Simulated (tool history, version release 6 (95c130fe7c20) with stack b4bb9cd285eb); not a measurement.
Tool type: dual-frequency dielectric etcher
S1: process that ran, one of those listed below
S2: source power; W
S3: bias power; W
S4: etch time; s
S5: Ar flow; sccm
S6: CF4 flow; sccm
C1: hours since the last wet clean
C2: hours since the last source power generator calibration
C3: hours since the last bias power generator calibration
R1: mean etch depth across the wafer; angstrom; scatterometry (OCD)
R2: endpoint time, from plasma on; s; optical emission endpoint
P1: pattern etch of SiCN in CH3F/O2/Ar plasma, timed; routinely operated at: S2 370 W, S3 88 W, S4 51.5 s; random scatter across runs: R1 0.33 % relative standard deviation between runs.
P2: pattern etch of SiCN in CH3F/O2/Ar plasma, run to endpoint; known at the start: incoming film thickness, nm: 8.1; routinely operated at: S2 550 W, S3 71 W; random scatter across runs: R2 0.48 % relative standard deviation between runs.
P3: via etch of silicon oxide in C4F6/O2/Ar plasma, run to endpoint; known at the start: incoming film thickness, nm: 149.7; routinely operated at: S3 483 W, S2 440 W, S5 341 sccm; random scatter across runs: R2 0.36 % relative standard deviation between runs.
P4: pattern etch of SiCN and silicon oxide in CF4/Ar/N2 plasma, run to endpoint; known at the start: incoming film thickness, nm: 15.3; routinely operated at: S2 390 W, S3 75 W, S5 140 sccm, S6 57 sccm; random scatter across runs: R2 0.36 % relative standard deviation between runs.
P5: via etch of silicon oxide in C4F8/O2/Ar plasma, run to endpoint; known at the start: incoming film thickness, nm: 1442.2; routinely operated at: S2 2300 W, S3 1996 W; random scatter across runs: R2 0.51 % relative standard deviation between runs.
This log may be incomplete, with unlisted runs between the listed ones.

run	hour	S1	S2	S3	S4	S5	S6	C1	C2	C3	R1	R2
1	8.1	P1	370	88	51.5			118	961.6	1049.9	198.46	
2	15.1	P2	660	71				125	968.6	1056.9		17.669
3	28.3	P1	370	88	39.5			138.2	981.8	1070.1	151.77	
4	41.9	P1	430	114	51.5			151.8	995.4	1083.7	231.94	
5	51	P3	440	483		411		160.9	1004.5	1092.8		32.847
6	59.5	P5	1350	1996				169.4	1013	1101.3		328.36
7	67.1	P4	530	75		140	57	177	1020.6	1108.9		16.072
8	75.9	P1	280	69	51.5			185.8	1029.4	1117.7	164.47	
9	88.6	P5	2300	1996				198.5	1042.1	1130.4		265
10	99.2	P3	440	483		341		209.1	1052.7	1141		32.161
11	108.7	P1	290	88	51.5			218.6	1062.2	1150.5	181.7	
12	122.9	P1	370	88	69			232.8	1076.4	1164.7	267.25	
13	130	P1	370	106	51.5			239.9	1083.5	1171.8	213.32	
14	138.6	P4	390	75		104	57	248.5	1092.1	1180.4		20.08
15	148.3	P4	390	75		140	44	258.2	1101.8	1190.1		21.855
16	156.5	P3	440	483		341		266.4	1110	1198.3		32.28
17	169.1	P1	480	88	51.5			279	1122.6	1210.9	219.62	
18	178.8	P1	370	64	51.5			288.7	1132.3	1220.6	177.06	
19	191.7	P2	550	99				301.6	1145.2	1233.5		16.62
20	206.2	P1	370	88	51.5			316.1	1159.7	1248	199.18	
21	216.6	P3	530	483		341		326.5	1170.1	1258.4		30.306
22	224	P4	390	90		140	57	333.9	1177.5	1265.8		19.547
23	235.9	P1	270	59	51.5			345.8	1189.4	1277.7	152.96	
24	246.2	P3	440	365		341		356.1	1199.7	1288		35.716
# hour 250.3: source power generator calibrated
25	253.5	P4	390	75		140	57	363.4	3.2	1295.3		21.001
26	264.4	P1	370	88	51.5			374.3	14.1	1306.2	198.21	
27	275	P1	370	88	51.5			384.9	24.7	1316.8	198.24	
28	289.3	P2	550	71				399.2	39	1331.1		18.754
29	302.8	P5	2300	1198				412.7	52.5	1344.6		304.88
30	312.1	P1	370	88	51.5			422	61.8	1353.9	199.14	
31	320.4	P1	370	88	51.5			430.3	70.1	1362.2	198.59	
32	328	P1	370	88	51.5			437.9	77.7	1369.8	200.24	
33	337.4	P1	370	88	51.5			447.3	87.1	1379.2	200.79	
# hour 342.5: wet clean of the chamber
34	348	P1	370	88	51.5			5.6	97.7	1389.8	201.03	
35	357.4	P1	370	88	51.5			15	107.1	1399.2	201.95	
36	371	P1	370	88	51.5			28.6	120.7	1412.8	202.3	
37	379.2	P1	370	88	51.5			36.8	128.9	1421	202.07	

Compared with where it was, what P1 gives has crept away. Each cause listed below fits the log as well as the rest, at the size given for it:
A: bias power that arrives over what is set, % = 4.5
B: source power that arrives over what is set, % = 4.51
At approximately hour 320.4, the process output began to creep.
All other causes, with the reason each is excluded:
chamber walls in a state that raises the etch rate, %: was serviced at hour 342.5, once the creep was under way, yet the earlier output never came back

You are offered 4 check runs, listed below with question marks in place of their results; each one averages 2 wafers. Which run separates the listed causes by giving clearly different results for each?
check 1	387.4	P2	550	71								?
check 2	387.4	P3	440	483		341						?
check 3	387.4	P5	2300	1996								?
check 4	387.4	P4	390	75		140	57					?

Check results expected under each cause:
check	result	if A	if B
check 1	R2	18.549	18.521
check 2	R2	31.764	31.765
check 3	R2	262.04	260.69
check 4	R2	20.62	20.174
Minimum pairwise separation of causes per check, each pair taken at its best-separating result: check 1 0.15 %; check 2 0 %; check 3 0.52 %; check 4 2.19 %
Only check 4 tells the causes apart: in the others they would give nearly the same result.

Check 4 was then run and gave: R2 20.198 s. Which cause is it?

B is the cause: source power that arrives over what is set, %.

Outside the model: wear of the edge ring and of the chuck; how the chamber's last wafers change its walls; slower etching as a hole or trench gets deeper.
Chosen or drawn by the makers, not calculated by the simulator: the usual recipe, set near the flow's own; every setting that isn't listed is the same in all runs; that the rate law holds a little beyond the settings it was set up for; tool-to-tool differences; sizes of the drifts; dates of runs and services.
